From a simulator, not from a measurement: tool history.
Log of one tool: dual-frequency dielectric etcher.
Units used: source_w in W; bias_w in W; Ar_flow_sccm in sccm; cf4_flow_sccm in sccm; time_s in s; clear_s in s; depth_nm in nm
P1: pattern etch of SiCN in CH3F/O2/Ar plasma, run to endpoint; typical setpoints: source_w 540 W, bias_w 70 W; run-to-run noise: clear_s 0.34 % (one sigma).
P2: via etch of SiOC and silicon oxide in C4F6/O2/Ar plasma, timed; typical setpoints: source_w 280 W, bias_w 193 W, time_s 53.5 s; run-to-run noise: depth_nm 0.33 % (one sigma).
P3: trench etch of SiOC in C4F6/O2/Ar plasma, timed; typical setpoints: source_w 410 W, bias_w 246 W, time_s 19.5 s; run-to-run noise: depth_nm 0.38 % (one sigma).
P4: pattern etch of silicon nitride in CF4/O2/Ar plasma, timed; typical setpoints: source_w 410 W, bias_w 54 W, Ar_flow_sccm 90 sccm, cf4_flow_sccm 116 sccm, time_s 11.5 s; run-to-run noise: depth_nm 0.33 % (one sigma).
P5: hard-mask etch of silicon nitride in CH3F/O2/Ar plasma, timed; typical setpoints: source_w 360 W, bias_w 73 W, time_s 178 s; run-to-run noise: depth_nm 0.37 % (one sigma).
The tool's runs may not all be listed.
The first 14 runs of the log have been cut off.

run   hour  process  source_w  bias_w  Ar_flow_sccm  cf4_flow_sccm  time_s  clear_s  depth_nm
 15  152.7       P1       320      70                                        34.935
 16  163.4       P1       770      70                                        25.017
 17  176.8       P2       390     193                                 53.5             58.617
 18    184       P1       540      70                                        28.695
 19  190.2       P1       540      46                                        32.724
 20    197       P5       360      73                                  178             119.37
 21  204.4       P4       410      54            90            163    11.5              20.09
 22    212       P4       280      54            90            116    11.5             13.955
 23  223.1       P4       410      54            90            116    11.5             19.351
 24  234.9       P5       360     102                                  178              135.1
 25  248.4       P2       280     193                                 29.5             28.587

Run 26 is up next; what results do you expect?
 26  257.7       P1       540      70                                             ?

{"run 26": {"clear_s": 28.703}}
